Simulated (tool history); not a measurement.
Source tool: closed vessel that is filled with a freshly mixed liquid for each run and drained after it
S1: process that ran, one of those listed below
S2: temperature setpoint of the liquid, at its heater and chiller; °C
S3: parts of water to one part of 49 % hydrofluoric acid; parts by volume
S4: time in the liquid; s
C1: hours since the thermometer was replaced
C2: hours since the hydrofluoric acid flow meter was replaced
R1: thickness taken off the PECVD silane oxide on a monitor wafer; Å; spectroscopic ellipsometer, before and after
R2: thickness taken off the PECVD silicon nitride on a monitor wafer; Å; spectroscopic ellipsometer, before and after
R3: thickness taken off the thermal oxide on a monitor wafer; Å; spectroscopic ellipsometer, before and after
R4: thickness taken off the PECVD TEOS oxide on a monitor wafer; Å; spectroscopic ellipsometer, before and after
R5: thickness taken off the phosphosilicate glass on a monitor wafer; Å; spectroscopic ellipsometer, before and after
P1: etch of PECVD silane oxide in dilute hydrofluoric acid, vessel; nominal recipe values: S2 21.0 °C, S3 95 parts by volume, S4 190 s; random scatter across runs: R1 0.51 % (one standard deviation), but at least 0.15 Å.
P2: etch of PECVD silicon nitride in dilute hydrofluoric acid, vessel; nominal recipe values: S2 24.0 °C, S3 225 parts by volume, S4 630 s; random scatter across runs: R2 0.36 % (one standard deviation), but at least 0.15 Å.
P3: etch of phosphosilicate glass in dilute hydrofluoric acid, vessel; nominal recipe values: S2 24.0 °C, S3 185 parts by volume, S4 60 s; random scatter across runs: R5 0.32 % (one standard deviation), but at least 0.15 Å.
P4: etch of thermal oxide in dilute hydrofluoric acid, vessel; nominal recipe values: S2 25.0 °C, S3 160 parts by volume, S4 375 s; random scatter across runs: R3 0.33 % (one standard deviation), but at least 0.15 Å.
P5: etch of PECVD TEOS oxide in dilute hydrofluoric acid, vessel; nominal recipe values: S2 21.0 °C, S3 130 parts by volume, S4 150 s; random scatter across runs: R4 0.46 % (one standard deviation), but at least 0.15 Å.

| run | hour | S1 | S2 | S3 | S4 | C1 | C2 | R1 | R2 | R3 | R4 | R5 |
|---|---|---|---|---|---|---|---|---|---|---|---|---|
| 1 | 9.0 | P1 | 21.0 | 95 | 190 | 850.0 | 327.7 | 598.260 |  |  |  |  |
| 2 | 17.7 | P1 | 21.0 | 95 | 30 | 858.7 | 336.4 | 93.857 |  |  |  |  |
| 3 | 25.4 | P2 | 24.0 | 225 | 85 | 866.4 | 344.1 |  | 21.722 |  |  |  |
| 4 | 37.5 | P4 | 25.0 | 160 | 730 | 878.5 | 356.2 |  |  | 205.63 |  |  |
| 5 | 48.8 | P1 | 21.0 | 35 | 190 | 889.8 | 367.5 | 1742.000 |  |  |  |  |
| 6 | 57.7 | P5 | 27.5 | 130 | 150 | 898.7 | 376.4 |  |  |  | 107.410 |  |
| 7 | 70.1 | P1 | 27.0 | 25 | 190 | 911.1 | 388.8 | 3160.400 |  |  |  |  |
| 8 | 77.7 | P1 | 21.0 | 95 | 300 | 918.7 | 396.4 | 941.330 |  |  |  |  |
| 9 | 83.9 | P5 | 21.0 | 70 | 150 | 924.9 | 402.6 |  |  |  | 166.520 |  |
| 10 | 95.1 | P1 | 21.0 | 95 | 190 | 936.1 | 413.8 | 592.170 |  |  |  |  |
| 11 | 107.2 | P4 | 32.5 | 160 | 375 | 948.2 | 425.9 |  |  | 138.96 |  |  |
| 12 | 117.5 | P3 | 24.0 | 185 | 60 | 958.5 | 436.2 |  |  |  |  | 207.21 |
| 13 | 130.3 | P2 | 24.0 | 385 | 630 | 971.3 | 449.0 |  | 94.961 |  |  |  |
| 14 | 137.4 | P1 | 21.0 | 95 | 190 | 978.4 | 456.1 | 592.020 |  |  |  |  |
| 15 | 150.0 | P1 | 27.5 | 95 | 45 | 991.0 | 468.7 | 182.040 |  |  |  |  |
| 16 | 157.4 | P2 | 24.0 | 225 | 630 | 998.4 | 476.1 |  | 161.800 |  |  |  |
| 17 | 164.9 | P1 | 21.0 | 95 | 190 | 1005.9 | 483.6 | 596.990 |  |  |  |  |
|  | 176.0 | hydrofluoric acid flow meter replaced |
| 18 | 176.9 | P4 | 25.0 | 160 | 375 | 1017.9 | 0.9 |  |  | 105.93 |  |  |
| 19 | 188.7 | P1 | 21.0 | 95 | 190 | 1029.7 | 12.7 | 592.470 |  |  |  |  |
| 20 | 198.2 | P3 | 24.0 | 185 | 100 | 1039.2 | 22.2 |  |  |  |  | 345.09 |
| 21 | 204.1 | P5 | 21.0 | 130 | 30 | 1045.1 | 28.1 |  |  |  | 16.801 |  |
| 22 | 217.1 | P3 | 17.0 | 185 | 60 | 1058.1 | 41.1 |  |  |  |  | 157.92 |
| 23 | 225.5 | P1 | 17.0 | 95 | 190 | 1066.5 | 49.5 | 506.990 |  |  |  |  |
| 24 | 233.2 | P2 | 17.0 | 225 | 630 | 1074.2 | 57.2 |  | 102.310 |  |  |  |
| 25 | 241.6 | P5 | 21.0 | 130 | 150 | 1082.6 | 65.6 |  |  |  | 83.665 |  |
| 26 | 248.7 | P1 | 21.0 | 95 | 190 | 1089.7 | 72.7 | 592.450 |  |  |  |  |
| 27 | 256.1 | P4 | 25.0 | 35 | 375 | 1097.1 | 80.1 |  |  | 568.10 |  |  |
| 28 | 266.5 | P3 | 24.0 | 50 | 60 | 1107.5 | 90.5 |  |  |  |  | 904.18 |
| 29 | 275.2 | P1 | 21.0 | 140 | 190 | 1116.2 | 99.2 | 381.180 |  |  |  |  |
| 30 | 285.3 | P1 | 25.5 | 95 | 190 | 1126.3 | 109.3 | 710.010 |  |  |  |  |

Estimate the outcome of run 31 from the log above:
| 31 | 297.4 | P1 | 21.0 | 95 | 190 | 1138.4 | 121.4 | ? |  |  |  |  |

Run 31 came out at R1 595.710 Å.
